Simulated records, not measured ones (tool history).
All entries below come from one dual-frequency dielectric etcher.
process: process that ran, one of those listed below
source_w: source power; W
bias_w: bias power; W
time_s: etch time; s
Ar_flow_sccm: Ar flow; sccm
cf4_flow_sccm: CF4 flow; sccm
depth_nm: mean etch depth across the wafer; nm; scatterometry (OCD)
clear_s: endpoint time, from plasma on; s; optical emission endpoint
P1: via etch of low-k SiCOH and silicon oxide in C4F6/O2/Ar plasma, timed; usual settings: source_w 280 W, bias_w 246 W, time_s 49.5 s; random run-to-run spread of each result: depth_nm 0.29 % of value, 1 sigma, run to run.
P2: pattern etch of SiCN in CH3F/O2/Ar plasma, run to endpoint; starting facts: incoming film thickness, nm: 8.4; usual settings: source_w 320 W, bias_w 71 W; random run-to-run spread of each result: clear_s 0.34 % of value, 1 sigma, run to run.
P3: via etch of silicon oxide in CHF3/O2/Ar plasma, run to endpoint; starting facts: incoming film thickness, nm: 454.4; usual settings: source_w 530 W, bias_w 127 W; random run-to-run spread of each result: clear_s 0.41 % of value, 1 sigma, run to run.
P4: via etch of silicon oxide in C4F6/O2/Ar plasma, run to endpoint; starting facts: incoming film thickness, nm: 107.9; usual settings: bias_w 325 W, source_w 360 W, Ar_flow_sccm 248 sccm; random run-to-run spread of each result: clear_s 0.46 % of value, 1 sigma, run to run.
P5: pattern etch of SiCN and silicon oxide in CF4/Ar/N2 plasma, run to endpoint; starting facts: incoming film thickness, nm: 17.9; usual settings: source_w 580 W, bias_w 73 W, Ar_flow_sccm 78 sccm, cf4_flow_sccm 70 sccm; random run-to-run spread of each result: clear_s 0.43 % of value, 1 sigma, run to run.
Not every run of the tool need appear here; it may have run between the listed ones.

run,hour,process,source_w,bias_w,time_s,Ar_flow_sccm,cf4_flow_sccm,depth_nm,clear_s
1,7.1,P1,280,246,49.5,,,131.19,
2,16.1,P1,280,246,49.5,,,131.99,
3,28.7,P5,580,73,,54,70,,14.93
4,36.2,P2,320,71,,,,,25.026
5,43,P2,320,98,,,,,22.342
6,56.6,P5,580,73,,78,55,,16.271
7,69,P1,210,246,49.5,,,118.94,
8,81.7,P4,360,435,,248,,,26.11
9,89.4,P1,220,246,66,,,160.98,
10,96.5,P2,320,71,,,,,25.25
11,104.4,P1,280,246,38.5,,,102.93,
12,118.9,P1,380,246,65.5,,,196.92,
13,131.8,P5,580,49,,78,70,,17.798
14,142,P1,390,246,49.5,,,150.3,
15,154.2,P3,320,127,,,,,332.7
16,166.6,P4,360,325,,248,,,28.964
17,173.5,P4,220,325,,248,,,34.965
18,181.8,P1,280,316,49.5,,,143.45,
19,194.1,P3,530,127,,,,,271.01
20,203.6,P1,280,246,49.5,,,132.4,
21,217.6,P1,280,246,49.5,,,132.17,
22,226.8,P1,280,165,67,,,156.74,
23,234.5,P1,280,197,49.5,,,122.89,
24,244.1,P3,530,76,,,,,315.88
25,256,P1,280,246,63,,,167.66,
26,267.8,P1,280,246,49.5,,,133.29,
27,277.3,P5,580,73,,78,70,,15.808
28,291.7,P5,580,73,,78,70,,15.819
29,306.3,P4,360,325,,309,,,29.772
30,319.5,P2,440,71,,,,,22.499
31,326.6,P1,280,246,49.5,,,131.93,
32,335.6,P5,460,73,,78,70,,19.286
33,342.4,P1,280,246,49.5,,,132.2,
34,352.2,P1,280,246,49.5,,,130.93,
35,362.4,P1,280,246,49.5,,,130.59,
36,371.2,P1,280,246,49.5,,,129.97,
# hour 374.4: wet clean of the chamber
37,381.2,P1,280,246,49.5,,,130.53,
38,389.1,P1,280,246,49.5,,,130.04,
39,396.8,P1,280,246,49.5,,,130.01,

P1 no longer gives what it gave before; its output has crept away from where it was. The following 2 causes, each at its listed size, fit the log equally well:
A: bias power that arrives under what is set, % = 4.27
B: source power that arrives under what is set, % = 3.86
The drift started at roughly hour 342.4.
What rules out each remaining cause:
chamber walls in a state that lowers the etch rate, %: serviced after onset, at hour 374.4, with no recovery of the prior output

Below are 4 check runs, each averaged over 2 wafers, with their results shown as question marks. Which of them would give clearly different results depending on which cause is behind the drift?
check 1,404.5,P3,530,80,,,,,?
check 2,404.5,P2,440,89,,,,,?
check 3,404.5,P5,580,73,,60,70,,?
check 4,404.5,P4,290,325,,248,,,?

If the cause were each of the candidates in turn, the checks would give the following:
check,result,if A,if B
check 1,clear_s,315.47,316.64
check 2,clear_s,20.984,20.956
check 3,clear_s,15.425,15.764
check 4,clear_s,31.918,31.894
Per check, the gap between the least separated pair of causes, taken in the result that splits them most: check 1 0.37 %; check 2 0.13 %; check 3 2.17 %; check 4 0.08 %
Check 3 tells the causes apart: in the others they would give nearly the same result.

Check 3 has now been run. It gave: clear_s 15.787 s. Which of the candidate causes is it?

The cause is B: source power that arrives under what is set, %.

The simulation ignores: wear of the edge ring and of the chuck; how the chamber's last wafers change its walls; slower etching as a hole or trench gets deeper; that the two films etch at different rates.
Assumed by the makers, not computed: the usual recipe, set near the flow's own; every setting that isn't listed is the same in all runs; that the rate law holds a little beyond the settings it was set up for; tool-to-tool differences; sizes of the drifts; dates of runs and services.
